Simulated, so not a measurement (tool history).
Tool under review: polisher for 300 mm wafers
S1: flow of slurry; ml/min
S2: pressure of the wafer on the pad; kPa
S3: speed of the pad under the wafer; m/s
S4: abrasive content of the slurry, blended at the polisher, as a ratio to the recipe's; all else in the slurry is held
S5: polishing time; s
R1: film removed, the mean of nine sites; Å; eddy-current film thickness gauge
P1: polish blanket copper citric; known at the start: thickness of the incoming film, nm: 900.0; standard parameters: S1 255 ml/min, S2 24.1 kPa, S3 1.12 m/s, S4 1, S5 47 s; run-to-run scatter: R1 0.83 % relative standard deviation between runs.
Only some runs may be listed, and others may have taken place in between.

run,hour,S1,S2,S3,S4,S5,R1
1,6.8,255,24.1,1.12,1,47,1165.4
2,14.4,255,24.1,1.12,1.45,47,1266.5
3,20.7,255,24.1,1.12,1,73,1827.7
# hour 21.2: slurry nozzle cleaned
4,26,255,24.1,1.12,1,25,629.2
5,33.9,155,24.1,0.86,1,47,849.23
6,43.8,255,24.1,1.12,1,47,1167.2
7,51.9,255,24.1,1.68,1,47,1741.4
8,56.8,255,24.1,1.12,0.7,47,1093.2
9,65.3,255,24.1,0.7,1,47,746.92
10,74.1,255,24.1,1.12,1,47,1159.1
11,83.7,170,24.1,0.66,1,47,670.79
12,88.8,255,24.1,1.12,1,47,1151.7

Run 13, settings as shown, results not yet in. Your forecast:
13,96.9,255,13.8,1.12,1,47,?

{"run 13": {"R1": 684.98}}

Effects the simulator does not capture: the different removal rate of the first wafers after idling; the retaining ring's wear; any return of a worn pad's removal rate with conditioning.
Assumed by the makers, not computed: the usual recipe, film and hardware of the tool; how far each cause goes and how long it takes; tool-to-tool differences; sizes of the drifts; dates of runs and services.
